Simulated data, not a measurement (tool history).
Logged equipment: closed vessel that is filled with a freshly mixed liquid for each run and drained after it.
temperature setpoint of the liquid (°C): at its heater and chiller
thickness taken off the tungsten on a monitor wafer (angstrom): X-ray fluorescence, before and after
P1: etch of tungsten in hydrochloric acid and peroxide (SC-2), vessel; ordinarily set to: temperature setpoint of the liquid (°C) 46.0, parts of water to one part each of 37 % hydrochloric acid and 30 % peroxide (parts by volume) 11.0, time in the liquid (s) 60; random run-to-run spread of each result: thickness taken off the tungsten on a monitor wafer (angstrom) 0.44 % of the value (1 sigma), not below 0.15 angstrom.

run    day  temperature setpoint of the liquid (°C)  parts of water to one part each of 37 % hydrochloric acid and 30 % peroxide (parts by volume)  time in the liquid (s)  hours since the thermometer was replaced  hours since the chemicals flow meter was replaced  hours since the drum of peroxide was connected  thickness taken off the tungsten on a monitor wafer (angstrom)
  1  0.192                                     46.0                                                                                           11.0                      60                                     889.3                                              699.8                                           881.7                                                         162.330
  2  0.500                                     53.5                                                                                           11.0                      30                                     896.7                                              707.2                                           889.1                                                         135.100
  3  0.817                                     46.0                                                                                           11.0                      30                                     904.3                                              714.8                                           896.7                                                          81.549
  4  1.000                                     46.0                                                                                            4.0                      60                                     908.7                                              719.2                                           901.1                                                         353.390
  5  1.325                                     55.5                                                                                            7.0                      60                                     916.5                                              727.0                                           908.9                                                         443.650
  6  1.500                                     35.0                                                                                           11.0                      60                                     920.7                                              731.2                                           913.1                                                          75.298
  7  1.683                                     46.0                                                                                           11.0                      60                                     925.1                                              735.6                                           917.5                                                         163.020
  8  1.925                                     46.0                                                                                           11.0                      60                                     930.9                                              741.4                                           923.3                                                         162.880
  9  2.225                                     46.0                                                                                           19.5                      60                                     938.1                                              748.6                                           930.5                                                          98.587
     2.288  -- chemicals flow meter replaced
 10  2.538                                     60.0                                                                                           11.0                      60                                     945.6                                                6.1                                           938.0                                                         409.850
 11  2.767                                     46.0                                                                                           11.0                      60                                     951.1                                               11.6                                           943.5                                                         161.880
 12  3.042                                     46.0                                                                                           11.0                     110                                     957.7                                               18.2                                           950.1                                                         298.950
 13  3.329                                     46.0                                                                                           11.0                      60                                     964.6                                               25.1                                           957.0                                                         163.630
 14  3.667                                     46.0                                                                                           11.0                      60                                     972.7                                               33.2                                           965.1                                                         162.410
 15  3.900                                     46.0                                                                                           11.0                      60                                     978.3                                               38.8                                           970.7                                                         156.690
 16  4.138                                     46.0                                                                                           11.0                      60                                     984.0                                               44.5                                           976.4                                                         152.300
 17  4.312                                     46.0                                                                                           11.0                      60                                     988.2                                               48.7                                           980.6                                                         150.590
     4.362  -- new drum of peroxide connected
 18  4.488                                     46.0                                                                                           11.0                      60                                     992.4                                               52.9                                             3.1                                                         150.040
 19  4.829                                     46.0                                                                                           11.0                      60                                    1000.6                                               61.1                                            11.3                                                         147.540
 20  5.167                                     46.0                                                                                           11.0                      60                                    1008.7                                               69.2                                            19.4                                                         148.140
 21  5.471                                     46.0                                                                                           11.0                      60                                    1016.0                                               76.5                                            26.7                                                         147.510

What P1 gives has crept off from where it sat before. The 2 causes that follow fit the log equally well, each at the size noted:
A: chemicals flow below the setpoint (%) = 11.1
B: liquid colder than its thermometer reads (K) = 1.47
The gradual shift began around day 3.667.
Why every other cause is out:
peroxide weaker than its label (%): serviced after onset, at day 4.362, with no recovery of the prior output

You are offered 4 check runs, listed below with question marks in place of their results; each one averages 3 wafers. Which run separates the listed causes by giving clearly different results for each?
check 1  5.775                                     46.0                                                                                           17.0                      30                                                                                                                                                                                                            ?
check 2  5.775                                     38.0                                                                                           11.0                      95                                                                                                                                                                                                            ?
check 3  5.775                                     46.0                                                                                            4.0                      60                                                                                                                                                                                                            ?
check 4  5.775                                     35.5                                                                                           17.5                      60                                                                                                                                                                                                            ?

Expected result of each check under each candidate cause:
  check                                                          result     if A     if B
check 1  thickness taken off the tungsten on a monitor wafer (angstrom)   50.131   50.381
check 2  thickness taken off the tungsten on a monitor wafer (angstrom)  133.140  132.370
check 3  thickness taken off the tungsten on a monitor wafer (angstrom)  325.870  319.080
check 4  thickness taken off the tungsten on a monitor wafer (angstrom)   46.496   46.415
Separation of the two closest causes in each check, using whichever result separates them best: check 1 0.5 %; check 2 0.58 %; check 3 2.11 %; check 4 0.17 %
Only in check 3 would the causes give clearly different results; in the remaining checks their results would be nearly the same.

The results of check 3 are: thickness taken off the tungsten on a monitor wafer (angstrom) 319.110. Based on these, which of the listed causes is it?

It was cause B: liquid colder than its thermometer reads (K).

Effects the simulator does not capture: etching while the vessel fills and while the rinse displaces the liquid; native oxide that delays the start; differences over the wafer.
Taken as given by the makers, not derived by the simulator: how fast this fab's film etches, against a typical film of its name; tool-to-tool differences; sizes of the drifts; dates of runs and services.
